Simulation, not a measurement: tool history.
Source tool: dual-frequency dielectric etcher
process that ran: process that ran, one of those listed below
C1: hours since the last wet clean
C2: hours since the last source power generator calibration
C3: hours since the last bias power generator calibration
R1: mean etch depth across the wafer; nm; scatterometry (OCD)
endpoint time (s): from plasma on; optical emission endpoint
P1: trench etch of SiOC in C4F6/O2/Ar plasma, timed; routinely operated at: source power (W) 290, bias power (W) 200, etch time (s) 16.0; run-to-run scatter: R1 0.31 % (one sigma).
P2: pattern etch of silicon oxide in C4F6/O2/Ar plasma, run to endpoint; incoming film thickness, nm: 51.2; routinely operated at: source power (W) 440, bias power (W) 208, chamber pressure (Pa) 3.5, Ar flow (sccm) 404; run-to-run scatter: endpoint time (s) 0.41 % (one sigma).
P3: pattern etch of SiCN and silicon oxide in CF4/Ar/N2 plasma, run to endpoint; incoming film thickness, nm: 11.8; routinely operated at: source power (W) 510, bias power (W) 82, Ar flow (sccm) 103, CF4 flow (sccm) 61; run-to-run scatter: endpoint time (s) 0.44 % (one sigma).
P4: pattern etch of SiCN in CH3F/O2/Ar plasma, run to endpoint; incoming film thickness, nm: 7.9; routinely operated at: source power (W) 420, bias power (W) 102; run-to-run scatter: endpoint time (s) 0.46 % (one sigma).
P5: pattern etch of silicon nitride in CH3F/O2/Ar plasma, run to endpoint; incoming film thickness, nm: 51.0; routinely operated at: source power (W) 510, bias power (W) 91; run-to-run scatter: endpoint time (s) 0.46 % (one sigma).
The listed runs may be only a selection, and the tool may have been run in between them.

{"run": 1, "hour": 17.2, "process that ran": "P1", "source power (W)": 290, "bias power (W)": 200, "etch time (s)": 16.0, "C1": 281.0, "C2": 2358.2, "C3": 2168.1, "R1": 29.432}
{"run": 2, "hour": 31.5, "process that ran": "P4", "source power (W)": 420, "bias power (W)": 102, "C1": 295.3, "C2": 2372.5, "C3": 2182.4, "endpoint time (s)": 18.422}
{"run": 3, "hour": 44.5, "process that ran": "P2", "source power (W)": 560, "bias power (W)": 208, "chamber pressure (Pa)": 3.5, "Ar flow (sccm)": 404, "C1": 308.3, "C2": 2385.5, "C3": 2195.4, "endpoint time (s)": 13.938}
{"run": 4, "hour": 62.3, "process that ran": "P4", "source power (W)": 330, "bias power (W)": 102, "C1": 326.1, "C2": 2403.3, "C3": 2213.2, "endpoint time (s)": 20.054}
{"run": 5, "hour": 79.0, "process that ran": "P1", "source power (W)": 290, "bias power (W)": 250, "etch time (s)": 16.0, "C1": 342.8, "C2": 2420.0, "C3": 2229.9, "R1": 31.526}
{"run": 6, "hour": 94.3, "process that ran": "P3", "source power (W)": 510, "bias power (W)": 82, "Ar flow (sccm)": 103, "CF4 flow (sccm)": 61, "C1": 358.1, "C2": 2435.3, "C3": 2245.2, "endpoint time (s)": 12.099}
{"run": 7, "hour": 109.0, "process that ran": "P1", "source power (W)": 220, "bias power (W)": 200, "etch time (s)": 16.0, "C1": 372.8, "C2": 2450.0, "C3": 2259.9, "R1": 26.303}
{"run": 8, "hour": 123.3, "process that ran": "P2", "source power (W)": 440, "bias power (W)": 208, "chamber pressure (Pa)": 3.5, "Ar flow (sccm)": 404, "C1": 387.1, "C2": 2464.3, "C3": 2274.2, "endpoint time (s)": 15.337}
{"run": 9, "hour": 131.4, "process that ran": "P5", "source power (W)": 510, "bias power (W)": 91, "C1": 395.2, "C2": 2472.4, "C3": 2282.3, "endpoint time (s)": 60.793}
{"run": 10, "hour": 145.6, "process that ran": "P1", "source power (W)": 290, "bias power (W)": 200, "etch time (s)": 16.0, "C1": 409.4, "C2": 2486.6, "C3": 2296.5, "R1": 29.222}
{"run": 11, "hour": 156.2, "process that ran": "P1", "source power (W)": 370, "bias power (W)": 200, "etch time (s)": 16.0, "C1": 420.0, "C2": 2497.2, "C3": 2307.1, "R1": 32.365}
{"run": 12, "hour": 165.7, "process that ran": "P1", "source power (W)": 290, "bias power (W)": 200, "etch time (s)": 16.0, "C1": 429.5, "C2": 2506.7, "C3": 2316.6, "R1": 29.263}
{"run": 13, "hour": 177.7, "process that ran": "P3", "source power (W)": 510, "bias power (W)": 52, "Ar flow (sccm)": 103, "CF4 flow (sccm)": 61, "C1": 441.5, "C2": 2518.7, "C3": 2328.6, "endpoint time (s)": 14.059}
{"run": 14, "hour": 188.3, "process that ran": "P2", "source power (W)": 440, "bias power (W)": 290, "chamber pressure (Pa)": 3.5, "Ar flow (sccm)": 404, "C1": 452.1, "C2": 2529.3, "C3": 2339.2, "endpoint time (s)": 13.708}
{"run": 15, "hour": 203.8, "process that ran": "P4", "source power (W)": 420, "bias power (W)": 102, "C1": 467.6, "C2": 2544.8, "C3": 2354.7, "endpoint time (s)": 18.306}
{"run": 16, "hour": 213.9, "process that ran": "P1", "source power (W)": 290, "bias power (W)": 200, "etch time (s)": 23.5, "C1": 477.7, "C2": 2554.9, "C3": 2364.8, "R1": 43.122}
{"run": 17, "hour": 231.9, "process that ran": "P3", "source power (W)": 510, "bias power (W)": 82, "Ar flow (sccm)": 103, "CF4 flow (sccm)": 73, "C1": 495.7, "C2": 2572.9, "C3": 2382.8, "endpoint time (s)": 11.736}
{"run": 18, "hour": 248.4, "process that ran": "P2", "source power (W)": 440, "bias power (W)": 208, "chamber pressure (Pa)": 3.5, "Ar flow (sccm)": 404, "C1": 512.2, "C2": 2589.4, "C3": 2399.3, "endpoint time (s)": 15.289}
{"run": 19, "hour": 258.2, "process that ran": "P2", "source power (W)": 440, "bias power (W)": 208, "chamber pressure (Pa)": 3.5, "Ar flow (sccm)": 258, "C1": 522.0, "C2": 2599.2, "C3": 2409.1, "endpoint time (s)": 14.543}
{"run": 20, "hour": 272.3, "process that ran": "P1", "source power (W)": 290, "bias power (W)": 150, "etch time (s)": 16.0, "C1": 536.1, "C2": 2613.3, "C3": 2423.2, "R1": 26.653}
{"run": 21, "hour": 282.8, "process that ran": "P3", "source power (W)": 510, "bias power (W)": 82, "Ar flow (sccm)": 75, "CF4 flow (sccm)": 61, "C1": 546.6, "C2": 2623.8, "C3": 2433.7, "endpoint time (s)": 11.497}
{"run": 22, "hour": 296.4, "process that ran": "P1", "source power (W)": 290, "bias power (W)": 200, "etch time (s)": 16.0, "C1": 560.2, "C2": 2637.4, "C3": 2447.3, "R1": 29.406}
{"run": 23, "hour": 305.4, "process that ran": "P5", "source power (W)": 710, "bias power (W)": 91, "C1": 569.2, "C2": 2646.4, "C3": 2456.3, "endpoint time (s)": 53.255}
{"run": 24, "hour": 322.6, "process that ran": "P3", "source power (W)": 360, "bias power (W)": 82, "Ar flow (sccm)": 103, "CF4 flow (sccm)": 61, "C1": 586.4, "C2": 2663.6, "C3": 2473.5, "endpoint time (s)": 16.43}
{"run": 25, "hour": 337.4, "process that ran": "P4", "source power (W)": 420, "bias power (W)": 131, "C1": 601.2, "C2": 2678.4, "C3": 2488.3, "endpoint time (s)": 16.746}
{"run": 26, "hour": 352.2, "process that ran": "P1", "source power (W)": 290, "bias power (W)": 200, "etch time (s)": 10.5, "C1": 616.0, "C2": 2693.2, "C3": 2503.1, "R1": 19.182}
{"run": 27, "hour": 367.1, "process that ran": "P1", "source power (W)": 180, "bias power (W)": 200, "etch time (s)": 22.5, "C1": 630.9, "C2": 2708.1, "C3": 2518.0, "R1": 34.423}
{"run": 28, "hour": 379.2, "process that ran": "P1", "source power (W)": 290, "bias power (W)": 200, "etch time (s)": 16.0, "C1": 643.0, "C2": 2720.2, "C3": 2530.1, "R1": 29.13}
{"run": 29, "hour": 393.5, "process that ran": "P2", "source power (W)": 440, "bias power (W)": 208, "chamber pressure (Pa)": 4.3, "Ar flow (sccm)": 404, "C1": 657.3, "C2": 2734.5, "C3": 2544.4, "endpoint time (s)": 15.724}
{"run": 30, "hour": 408.8, "process that ran": "P5", "source power (W)": 510, "bias power (W)": 91, "C1": 672.6, "C2": 2749.8, "C3": 2559.7, "endpoint time (s)": 60.7}
{"run": 31, "hour": 419.7, "process that ran": "P5", "source power (W)": 510, "bias power (W)": 55, "C1": 683.5, "C2": 2760.7, "C3": 2570.6, "endpoint time (s)": 71.963}
{"run": 32, "hour": 436.3, "process that ran": "P1", "source power (W)": 290, "bias power (W)": 200, "etch time (s)": 16.0, "C1": 700.1, "C2": 2777.3, "C3": 2587.2, "R1": 29.368}
{"run": 33, "hour": 452.5, "process that ran": "P1", "source power (W)": 290, "bias power (W)": 200, "etch time (s)": 16.0, "C1": 716.3, "C2": 2793.5, "C3": 2603.4, "R1": 29.365}
{"run": 34, "hour": 463.2, "process that ran": "P1", "source power (W)": 290, "bias power (W)": 200, "etch time (s)": 16.0, "C1": 727.0, "C2": 2804.2, "C3": 2614.1, "R1": 29.666}
{"run": 35, "hour": 479.4, "process that ran": "P1", "source power (W)": 290, "bias power (W)": 200, "etch time (s)": 16.0, "C1": 743.2, "C2": 2820.4, "C3": 2630.3, "R1": 29.766}
{"run": 36, "hour": 492.9, "process that ran": "P1", "source power (W)": 290, "bias power (W)": 200, "etch time (s)": 16.0, "C1": 756.7, "C2": 2833.9, "C3": 2643.8, "R1": 29.602}
{"run": 37, "hour": 502.8, "process that ran": "P1", "source power (W)": 290, "bias power (W)": 200, "etch time (s)": 16.0, "C1": 766.6, "C2": 2843.8, "C3": 2653.7, "R1": 29.779}
{"hour": 515.9, "done": "wet clean of the chamber"}
{"run": 38, "hour": 518.6, "process that ran": "P1", "source power (W)": 290, "bias power (W)": 200, "etch time (s)": 16.0, "C1": 2.7, "C2": 2859.6, "C3": 2669.5, "R1": 29.678}
{"run": 39, "hour": 530.9, "process that ran": "P1", "source power (W)": 290, "bias power (W)": 200, "etch time (s)": 16.0, "C1": 15.0, "C2": 2871.9, "C3": 2681.8, "R1": 29.699}
{"run": 40, "hour": 549.3, "process that ran": "P1", "source power (W)": 290, "bias power (W)": 200, "etch time (s)": 16.0, "C1": 33.4, "C2": 2890.3, "C3": 2700.2, "R1": 29.771}
{"run": 41, "hour": 562.0, "process that ran": "P1", "source power (W)": 290, "bias power (W)": 200, "etch time (s)": 16.0, "C1": 46.1, "C2": 2903.0, "C3": 2712.9, "R1": 29.867}
{"run": 42, "hour": 570.4, "process that ran": "P1", "source power (W)": 290, "bias power (W)": 200, "etch time (s)": 16.0, "C1": 54.5, "C2": 2911.4, "C3": 2721.3, "R1": 29.836}

The output of P1 has drifted from where it used to be. Each of the 2 causes below, taken at the size shown beside it, accounts for the log equally well:
A: source power that arrives over what is set, % = 4.06
B: bias power that arrives over what is set, % = 4.71
Creep in the process output first set in at about hour 436.3.
Why every other cause is out:
chamber walls in a state that raises the etch rate, %: serviced at hour 515.9, after the drift had started, without restoring the earlier output

Consider the 4 check runs below, whose results appear as question marks and each of which averages 3 wafers. Which one distinguishes the causes, in that each cause would give it a clearly different result?
{"run": "check 1", "hour": 578.8, "process that ran": "P4", "source power (W)": 350, "bias power (W)": 102, "endpoint time (s)": "?"}
{"run": "check 2", "hour": 578.8, "process that ran": "P5", "source power (W)": 650, "bias power (W)": 91, "endpoint time (s)": "?"}
{"run": "check 3", "hour": 578.8, "process that ran": "P2", "source power (W)": 440, "bias power (W)": 287, "chamber pressure (Pa)": 3.5, "Ar flow (sccm)": 404, "endpoint time (s)": "?"}
{"run": "check 4", "hour": 578.8, "process that ran": "P3", "source power (W)": 510, "bias power (W)": 62, "Ar flow (sccm)": 103, "CF4 flow (sccm)": 71, "endpoint time (s)": "?"}

Predicted outcomes, by check and by cause:
check=check_1 result=endpoint_time_(s) if_A=19.422 if_B=19.364
check=check_2 result=endpoint_time_(s) if_A=54.463 if_B=54.407
check=check_3 result=endpoint_time_(s) if_A=13.520 if_B=13.509
check=check_4 result=endpoint_time_(s) if_A=12.533 if_B=12.790
Minimum pairwise separation of causes per check, each pair taken at its best-separating result: check 1 0.3 %; check 2 0.1 %; check 3 0.08 %; check 4 2.03 %
Check 4 tells the causes apart: in the others they would give nearly the same result.

With check 4 done, the readings were: endpoint time (s) 12.510. Identify which of the listed causes applies.

It was cause A: source power that arrives over what is set, %.
